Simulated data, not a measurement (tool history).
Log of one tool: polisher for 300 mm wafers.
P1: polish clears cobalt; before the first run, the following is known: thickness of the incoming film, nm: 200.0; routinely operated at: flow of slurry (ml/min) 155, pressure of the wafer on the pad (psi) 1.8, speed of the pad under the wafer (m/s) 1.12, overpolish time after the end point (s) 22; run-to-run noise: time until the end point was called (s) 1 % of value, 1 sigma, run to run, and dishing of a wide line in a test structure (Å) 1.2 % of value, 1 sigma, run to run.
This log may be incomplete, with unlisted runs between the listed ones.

run  hour  flow of slurry (ml/min)  pressure of the wafer on the pad (psi)  speed of the pad under the wafer (m/s)  overpolish time after the end point (s)  time until the end point was called (s)  dishing of a wide line in a test structure (Å)
  1   5.8                      155                                     1.8                                    1.12                                       22                                   37.222                                          377.73
  2   9.9                      155                                     1.8                                    1.12                                       22                                   37.234                                          381.99
  3  14.2                       95                                     1.2                                    1.12                                       22                                   62.993                                          335.30
  4  18.0                      155                                     1.8                                    1.12                                       22                                   38.035                                          383.42
     19.2  -- head pressure recalibrated
  5  25.5                      155                                     1.8                                    1.12                                       43                                   38.200                                          398.06
  6  32.5                      155                                     1.8                                    1.12                                       22                                   38.127                                          371.55
  7  36.4                      155                                     1.8                                    1.12                                        7                                   37.321                                          244.34
  8  44.6                       95                                     1.8                                    1.12                                       22                                   41.440                                          374.17
  9  49.1                      155                                     0.8                                    1.12                                       22                                   83.931                                          294.79
 10  54.9                      155                                     1.8                                    0.66                                       22                                   64.199                                          334.35
 11  58.9                      155                                     2.4                                    1.12                                       22                                   28.130                                          383.31
 12  64.0                      155                                     1.8                                    1.62                                       22                                   26.690                                          394.22
 13  68.6                      220                                     1.8                                    1.12                                       22                                   36.062                                          386.31
 14  75.1                      155                                     1.8                                    1.12                                       22                                   38.021                                          370.22
 15  79.2                      155                                     1.8                                    1.12                                       22                                   38.689                                          374.37
 16  87.3                      155                                     1.8                                    1.12                                       22                                   39.779                                          372.47
     91.7  -- head pressure recalibrated
 17  95.3                      155                                     1.8                                    1.12                                       22                                   40.824                                          376.79

Estimate the outcome of run 18 from the log above:
 18  101.0                      155                                     1.8                                    1.12                                       22                                        ?                                               ?

Run 18 produced time until the end point was called (s) 40.078, dishing of a wide line in a test structure (Å) 374.78.
